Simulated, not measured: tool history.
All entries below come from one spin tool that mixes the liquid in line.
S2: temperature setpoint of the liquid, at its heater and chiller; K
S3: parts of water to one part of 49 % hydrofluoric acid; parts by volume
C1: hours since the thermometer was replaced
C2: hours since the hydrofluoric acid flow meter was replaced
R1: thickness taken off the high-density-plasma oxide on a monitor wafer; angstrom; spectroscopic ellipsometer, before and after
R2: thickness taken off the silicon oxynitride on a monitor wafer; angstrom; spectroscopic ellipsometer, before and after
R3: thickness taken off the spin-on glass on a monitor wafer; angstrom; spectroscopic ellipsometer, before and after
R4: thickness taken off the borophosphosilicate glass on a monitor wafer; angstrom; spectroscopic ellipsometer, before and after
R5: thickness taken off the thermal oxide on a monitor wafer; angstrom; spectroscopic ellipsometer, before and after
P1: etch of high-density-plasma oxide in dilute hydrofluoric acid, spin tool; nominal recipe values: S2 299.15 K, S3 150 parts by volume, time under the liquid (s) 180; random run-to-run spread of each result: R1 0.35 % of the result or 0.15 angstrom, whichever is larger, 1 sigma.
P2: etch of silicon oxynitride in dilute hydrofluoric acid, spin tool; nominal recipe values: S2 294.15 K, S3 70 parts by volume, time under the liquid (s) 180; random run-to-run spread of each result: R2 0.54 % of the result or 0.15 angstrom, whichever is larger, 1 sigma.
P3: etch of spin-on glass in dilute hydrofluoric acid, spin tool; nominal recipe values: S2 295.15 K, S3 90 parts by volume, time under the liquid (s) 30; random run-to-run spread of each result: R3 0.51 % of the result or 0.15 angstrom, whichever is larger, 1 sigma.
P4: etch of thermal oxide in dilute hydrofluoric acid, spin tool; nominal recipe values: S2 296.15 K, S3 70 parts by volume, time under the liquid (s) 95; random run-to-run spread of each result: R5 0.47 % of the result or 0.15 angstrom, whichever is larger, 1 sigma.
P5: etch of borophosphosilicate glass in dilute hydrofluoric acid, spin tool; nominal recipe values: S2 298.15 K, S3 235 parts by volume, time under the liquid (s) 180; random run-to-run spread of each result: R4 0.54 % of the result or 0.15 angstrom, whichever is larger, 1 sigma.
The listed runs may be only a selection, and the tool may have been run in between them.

run 1 hour=5.9 | process_that_ran=P1 S2=299.15 S3=150 time_under_the_liquid_(s)=180 | C1=1104.7 C2=805.8 | R1=61.386
run 2 hour=9.6 | process_that_ran=P1 S2=299.15 S3=270 time_under_the_liquid_(s)=180 | C1=1108.4 C2=809.5 | R1=30.033
run 3 hour=14.8 | process_that_ran=P2 S2=302.15 S3=70 time_under_the_liquid_(s)=180 | C1=1113.6 C2=814.7 | R2=123.040
run 4 hour=17.6 | process_that_ran=P3 S2=301.15 S3=90 time_under_the_liquid_(s)=30 | C1=1116.4 C2=817.5 | R3=130.340
run 5 hour=20.5 | process_that_ran=P1 S2=299.15 S3=150 time_under_the_liquid_(s)=180 | C1=1119.3 C2=820.4 | R1=61.233
run 6 hour=24.6 | process_that_ran=P3 S2=295.15 S3=90 time_under_the_liquid_(s)=30 | C1=1123.4 C2=824.5 | R3=103.980
run 7 hour=27.3 | process_that_ran=P1 S2=299.15 S3=150 time_under_the_liquid_(s)=70 | C1=1126.1 C2=827.2 | R1=23.866
run 8 hour=31.8 | process_that_ran=P5 S2=298.15 S3=85 time_under_the_liquid_(s)=180 | C1=1130.6 C2=831.7 | R4=736.500
run 9 hour=34.5 | process_that_ran=P1 S2=299.15 S3=150 time_under_the_liquid_(s)=275 | C1=1133.3 C2=834.4 | R1=94.474
run 10 hour=39.0 | process_that_ran=P5 S2=298.15 S3=235 time_under_the_liquid_(s)=180 | C1=1137.8 C2=838.9 | R4=225.050
run 11 hour=42.4 | process_that_ran=P3 S2=295.15 S3=90 time_under_the_liquid_(s)=30 | C1=1141.2 C2=842.3 | R3=103.960
run 12 hour=47.5 | process_that_ran=P2 S2=294.15 S3=70 time_under_the_liquid_(s)=65 | C1=1146.3 C2=847.4 | R2=30.372
run 13 hour=52.6 | process_that_ran=P1 S2=293.65 S3=230 time_under_the_liquid_(s)=180 | C1=1151.4 C2=852.5 | R1=29.878
run 14 hour=58.2 | process_that_ran=P4 S2=296.15 S3=125 time_under_the_liquid_(s)=95 | C1=1157.0 C2=858.1 | R5=31.448
run 15 hour=61.2 | process_that_ran=P1 S2=299.15 S3=150 time_under_the_liquid_(s)=180 | C1=1160.0 C2=861.1 | R1=61.486
run 16 hour=64.3 | process_that_ran=P4 S2=296.15 S3=70 time_under_the_liquid_(s)=40 | C1=1163.1 C2=864.2 | R5=24.908
run 17 hour=68.5 | process_that_ran=P1 S2=303.65 S3=150 time_under_the_liquid_(s)=180 | C1=1167.3 C2=868.4 | R1=72.499
run 18 hour=73.3 | process_that_ran=P3 S2=295.15 S3=20 time_under_the_liquid_(s)=30 | C1=1172.1 C2=873.2 | R3=508.920
run 19 hour=79.5 | process_that_ran=P5 S2=302.65 S3=235 time_under_the_liquid_(s)=180 | C1=1178.3 C2=879.4 | R4=260.790
run 20 hour=85.3 | process_that_ran=P4 S2=296.15 S3=70 time_under_the_liquid_(s)=95 | C1=1184.1 C2=885.2 | R5=60.602
run 21 hour=89.9 | process_that_ran=P4 S2=300.65 S3=70 time_under_the_liquid_(s)=95 | C1=1188.7 C2=889.8 | R5=71.570
run 22 hour=93.5 | process_that_ran=P1 S2=299.15 S3=150 time_under_the_liquid_(s)=180 | C1=1192.3 C2=893.4 | R1=61.148
run 23 hour=99.1 | process_that_ran=P4 S2=296.15 S3=70 time_under_the_liquid_(s)=95 | C1=1197.9 C2=899.0 | R5=60.260
run 24 hour=102.9 | process_that_ran=P1 S2=299.15 S3=35 time_under_the_liquid_(s)=180 | C1=1201.7 C2=902.8 | R1=307.470
run 25 hour=106.8 | process_that_ran=P2 S2=294.15 S3=30 time_under_the_liquid_(s)=180 | C1=1205.6 C2=906.7 | R2=198.220
run 26 hour=111.9 | process_that_ran=P1 S2=294.15 S3=150 time_under_the_liquid_(s)=180 | C1=1210.7 C2=911.8 | R1=50.683
run 27 hour=118.2 | process_that_ran=P1 S2=299.15 S3=150 time_under_the_liquid_(s)=180 | C1=1217.0 C2=918.1 | R1=61.109
run 28 hour=120.9 | process_that_ran=P5 S2=298.15 S3=235 time_under_the_liquid_(s)=45 | C1=1219.7 C2=920.8 | R4=56.128
run 29 hour=126.5 | process_that_ran=P1 S2=299.15 S3=150 time_under_the_liquid_(s)=180 | C1=1225.3 C2=926.4 | R1=61.080
run 30 hour=132.2 | process_that_ran=P3 S2=295.15 S3=90 time_under_the_liquid_(s)=15 | C1=1231.0 C2=932.1 | R3=51.097
run 31 hour=135.7 | process_that_ran=P2 S2=294.15 S3=70 time_under_the_liquid_(s)=180 | C1=1234.5 C2=935.6 | R2=83.660
run 32 hour=140.4 | process_that_ran=P2 S2=294.15 S3=70 time_under_the_liquid_(s)=180 | C1=1239.2 C2=940.3 | R2=83.315

The next listed run, before its measurement:
run 33 hour=144.8 | process_that_ran=P1 S2=299.15 S3=150 time_under_the_liquid_(s)=180 | C1=1243.6 C2=944.7 | R1=?

{"run 33": {"R1": 61.275}}
